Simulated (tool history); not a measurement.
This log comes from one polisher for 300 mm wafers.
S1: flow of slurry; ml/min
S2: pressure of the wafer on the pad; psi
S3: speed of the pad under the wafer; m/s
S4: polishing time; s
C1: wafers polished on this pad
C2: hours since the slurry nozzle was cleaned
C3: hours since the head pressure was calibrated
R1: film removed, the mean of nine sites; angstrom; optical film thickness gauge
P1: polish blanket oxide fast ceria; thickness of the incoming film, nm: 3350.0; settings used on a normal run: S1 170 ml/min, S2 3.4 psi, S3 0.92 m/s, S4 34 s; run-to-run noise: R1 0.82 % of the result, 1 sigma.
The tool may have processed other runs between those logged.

| run | hour | S1 | S2 | S3 | S4 | C1 | C2 | C3 | R1 |
|---|---|---|---|---|---|---|---|---|---|
| 1 | 5.8 | 170 | 3.4 | 0.92 | 34 | 734 | 206.8 | 708.3 | 5205.7 |
| 2 | 10.3 | 170 | 3.4 | 0.58 | 34 | 797 | 211.3 | 712.8 | 3279.8 |
| 3 | 15.5 | 170 | 3.4 | 0.62 | 18 | 869 | 216.5 | 718 | 1863 |
| 4 | 19.1 | 170 | 3.4 | 0.92 | 34 | 919 | 220.1 | 721.6 | 5240.2 |
| 5 | 22.9 | 100 | 2 | 0.92 | 34 | 972 | 223.9 | 725.4 | 2726.9 |
| 6 | 29.4 | 170 | 3.4 | 1.38 | 34 | 1062 | 230.4 | 731.9 | 7701.7 |
| 7 | 33.4 | 235 | 3.4 | 0.92 | 34 | 1118 | 234.4 | 735.9 | 5399.5 |
| 8 | 37.3 | 170 | 3.4 | 0.92 | 15 | 1172 | 238.3 | 739.8 | 2322 |
| 9 | 41.2 | 170 | 3.4 | 0.92 | 34 | 1227 | 242.2 | 743.7 | 5189.7 |
| 10 | 45.6 | 170 | 3.4 | 0.92 | 34 | 1288 | 246.6 | 748.1 | 5197.6 |
| 11 | 52.1 | 170 | 3.4 | 0.92 | 34 | 1379 | 253.1 | 754.6 | 5219.1 |
| 12 | 57.5 | 170 | 4.8 | 0.92 | 34 | 1454 | 258.5 | 760 | 7344 |
| 13 | 61.5 | 170 | 1.5 | 0.92 | 34 | 1509 | 262.5 | 764 | 2294.4 |
| 14 | 65.9 | 170 | 3.4 | 0.92 | 46 | 1571 | 266.9 | 768.4 | 7037.2 |
| 15 | 71.4 | 100 | 3.4 | 0.92 | 34 | 1647 | 272.4 | 773.9 | 4659.8 |
| 16 | 75.5 | 170 | 3.4 | 0.92 | 34 | 1704 | 276.5 | 778 | 5140.5 |
| 17 | 79.4 | 170 | 3.4 | 0.92 | 34 | 1759 | 280.4 | 781.9 | 5280.9 |
| 18 | 82.7 | 170 | 3.4 | 0.92 | 34 | 1805 | 283.7 | 785.2 | 5133.5 |
| 19 | 86.2 | 170 | 3.4 | 0.92 | 34 | 1853 | 287.2 | 788.7 | 5082.1 |
| 20 | 90.8 | 170 | 3.4 | 0.92 | 34 | 1917 | 291.8 | 793.3 | 5026.9 |
| 21 | 96.6 | 170 | 3.4 | 0.92 | 34 | 1998 | 297.6 | 799.1 | 4908.9 |
|  | 98.3 | worn pad replaced by a new one |
| 22 | 102.5 | 170 | 3.4 | 0.92 | 34 | 58 | 303.5 | 805 | 4922.1 |

The next listed run, before its measurement:
| 23 | 106.5 | 170 | 3.4 | 0.92 | 34 | 114 | 307.5 | 809 | ? |

R1: 4846.7 angstrom
